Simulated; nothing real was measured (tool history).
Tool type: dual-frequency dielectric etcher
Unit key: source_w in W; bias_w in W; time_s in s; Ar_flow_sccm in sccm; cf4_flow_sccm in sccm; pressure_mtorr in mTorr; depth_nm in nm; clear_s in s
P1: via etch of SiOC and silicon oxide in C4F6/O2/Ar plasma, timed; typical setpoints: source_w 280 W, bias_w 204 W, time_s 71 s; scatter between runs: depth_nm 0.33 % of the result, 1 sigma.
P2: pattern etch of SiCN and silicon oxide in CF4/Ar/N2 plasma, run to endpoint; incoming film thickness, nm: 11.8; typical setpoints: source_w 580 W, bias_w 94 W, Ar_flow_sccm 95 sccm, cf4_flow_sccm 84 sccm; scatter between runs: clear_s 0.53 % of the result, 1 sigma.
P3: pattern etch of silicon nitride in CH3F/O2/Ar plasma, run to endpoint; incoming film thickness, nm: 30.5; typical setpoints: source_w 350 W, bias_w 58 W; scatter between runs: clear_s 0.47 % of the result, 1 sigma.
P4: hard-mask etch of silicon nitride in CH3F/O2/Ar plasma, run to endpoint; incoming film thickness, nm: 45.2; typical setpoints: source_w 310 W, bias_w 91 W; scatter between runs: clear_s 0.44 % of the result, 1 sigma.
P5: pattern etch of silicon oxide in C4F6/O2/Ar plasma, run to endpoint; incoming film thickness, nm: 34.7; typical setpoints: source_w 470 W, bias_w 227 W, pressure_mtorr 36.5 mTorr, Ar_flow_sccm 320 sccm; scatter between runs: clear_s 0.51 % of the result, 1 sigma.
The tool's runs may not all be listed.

run     day  process  source_w  bias_w  time_s  Ar_flow_sccm  cf4_flow_sccm  pressure_mtorr  hours since the last wet clean  hours since the last source power generator calibration  hours since the last bias power generator calibration  depth_nm  clear_s
  1   0.621       P1       280     204      71                                                                        280.5                                                    439.2                                                  482.3    72.019
  2   0.912       P1       280     204      71                                                                        287.5                                                    446.2                                                  489.3    71.925
  3   1.212       P2       580      94                    95             84                                           294.7                                                    453.4                                                  496.5             9.3669
  4   1.488       P1       190     204      71                                                                        301.3                                                      460                                                  503.1    61.831
  5   2.025       P1       280     204      93                                                                        314.2                                                    472.9                                                    516    94.349
  6   2.542       P1       280     204      71                                                                        326.6                                                    485.3                                                  528.4    72.086
  7   3.092       P5       470     153                   320                           36.5                           339.8                                                    498.5                                                  541.6             10.995
  8   3.567       P2       730      94                    95             84                                           351.2                                                    509.9                                                    553              7.624
  9   4.021       P4       420      91                                                                                362.1                                                    520.8                                                  563.9              58.41
 10   4.571       P5       470     227                   320                           36.5                           375.3                                                      534                                                  577.1             9.6743
 11   5.108       P1       390     204      39                                                                        388.2                                                    546.9                                                    590    44.736
 12   5.617       P3       280      58                                                                                400.4                                                    559.1                                                  602.2             54.264
 13   6.204       P1       280     125      71                                                                        414.5                                                    573.2                                                  616.3    61.494
 14   6.762       P4       310      91                                                                                427.9                                                    586.6                                                  629.7             65.592
 15   7.162       P1       280     204      71                                                                        437.5                                                    596.2                                                  639.3    72.395
 16   7.767       P5       310     227                   320                           36.5                             452                                                    610.7                                                  653.8             11.354
      8.058  -- bias power generator calibrated
 17   8.383       P3       350      58                                                                                466.8                                                    625.5                                                    7.8              49.72
 18   8.725       P2       580     119                    95             84                                             475                                                    633.7                                                     16             8.6939
 19   9.117       P5       470     227                   320                           46.5                           484.4                                                    643.1                                                   25.4             10.047
 20   9.712       P1       330     204      71                                                                        498.7                                                    657.4                                                   39.7    76.553
 21  10.171       P5       470     227                   256                           36.5                           509.7                                                    668.4                                                   50.7             9.5856
 22  10.575       P1       280     285      71                                                                        519.4                                                    678.1                                                   60.4     80.76
 23  11.196       P2       580      94                    75             84                                           534.3                                                      693                                                   75.3             9.0729
 24  11.775       P5       470     227                   320                           36.5                           548.2                                                    706.9                                                   89.2             9.7893
 25  12.404       P3       350      46                                                                                563.3                                                      722                                                  104.3             53.185
 26  12.971       P4       310     112                                                                                576.9                                                    735.6                                                  117.9             61.031
 27  13.308       P2       580      94                    95             57                                             585                                                    743.7                                                    126             9.9712
 28  13.704       P4       310      91                                                                                594.5                                                    753.2                                                  135.5             65.988
     14.071  -- wet clean of the chamber
 29  14.196       P1       190     204    90.5                                                                            3                                                      765                                                  147.3    79.347
 30  14.671       P1       280     167    49.5                                                                         14.4                                                    776.4                                                  158.7    47.024
 31  15.212       P1       280     204    43.5                                                                         27.4                                                    789.4                                                  171.7    44.094
 32  15.708       P1       280     204      71                                                                         39.3                                                    801.3                                                  183.6    72.208
 33   16.05       P1       280     204      71                                                                         47.5                                                    809.5                                                  191.8    71.663
 34  16.471       P1       280     204      71                                                                         57.6                                                    819.6                                                  201.9    71.135
 35  16.746       P1       280     204      71                                                                         64.2                                                    826.2                                                  208.5    70.851
      16.95  -- wet clean of the chamber
 36  17.175       P1       280     204      71                                                                          5.5                                                    836.5                                                  218.8    71.127
 37  17.671       P1       280     204      71                                                                         17.4                                                    848.4                                                  230.7    70.849
 38  18.229       P1       280     204      71                                                                         30.8                                                    861.8                                                  244.1    70.615
 39  18.633       P1       280     204      71                                                                         40.5                                                    871.5                                                  253.8    70.605
 40  19.196       P1       280     204      71                                                                           54                                                      885                                                  267.3    70.642

P1 has crept away from where it was. The log is fitted equally well by each of these 2 causes, at the sizes shown:
A: source power that arrives under what is set, % = 4.27
B: bias power that arrives under what is set, % = 4.83
The gradual shift began around day 15.708.
Other possible causes, and why each is ruled out:
chamber walls in a state that lowers the etch rate, %: was serviced at day 16.95, once the creep was under way, yet the earlier output never came back

Of the 4 check runs below, each run on 3 wafers with the results averaged and each result still a question mark, which one would tell the listed causes apart?
check 1  19.758       P3       350      58                                                                                                                                                                                                                       ?
check 2  19.758       P4       310      91                                                                                                                                                                                                                       ?
check 3  19.758       P2       580      94                    95             84                                                                                                                                                                                  ?
check 4  19.758       P5       470     227                   320                           36.5                                                                                                                                                                  ?

Check results expected under each cause:
  check   result    if A    if B
check 1  clear_s  50.568  50.541
check 2  clear_s   66.82  66.942
check 3  clear_s  9.7619  9.5515
check 4  clear_s   9.911  9.9044
Per-check spread between the two closest causes, in the result where they differ most: check 1 0.05 %; check 2 0.18 %; check 3 2.18 %; check 4 0.07 %
Only in check 3 would the causes give clearly different results; in the remaining checks their results would be nearly the same.

Then check 3 was run and gave: clear_s 9.7778 s. Which cause is it?

The correct cause is A, namely: source power that arrives under what is set, %.
